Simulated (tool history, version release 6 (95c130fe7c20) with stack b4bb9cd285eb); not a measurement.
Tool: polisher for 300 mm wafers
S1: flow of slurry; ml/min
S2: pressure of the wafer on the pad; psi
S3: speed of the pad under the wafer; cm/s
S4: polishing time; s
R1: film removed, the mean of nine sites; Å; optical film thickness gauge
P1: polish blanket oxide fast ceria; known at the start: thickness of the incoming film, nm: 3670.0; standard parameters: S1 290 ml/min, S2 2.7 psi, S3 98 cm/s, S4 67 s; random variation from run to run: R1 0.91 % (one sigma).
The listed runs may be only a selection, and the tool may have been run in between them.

run   hour   S1   S2   S3   S4      R1
  1   16.2  290  2.7   98   67   11717
  2   27.4  290  2.7   98   67   12011
  3   40.3  290  2.7   98   67   11905
  4   48.1  425  2.7   98   67   12173
  5   57.8  290  2.7   98   67   11846
      59.4  -- worn pad replaced by a new one
  6   75.1  290  2.7   98   30  5360.6
  7   90.9  290  2.7  154   67   18945
  8  107.4  290  2.7   98  104   18468
  9  115.7  290  2.7   68   67    8277
 10  132.6  370  2.7  134   67   16615
 11  149.7  175  2.7   98   67   11244
 12  158.3  290  3.7   98   67   16352
 13  174.1  290  1.7   98   67  7496.2
 14    190  290  2.7   98   67   12226
 15  201.9  290  2.7   98   67   11841

Expected results for the next run?
 16  211.2  290  2.7  98  67   ?

R1: 11837 Å
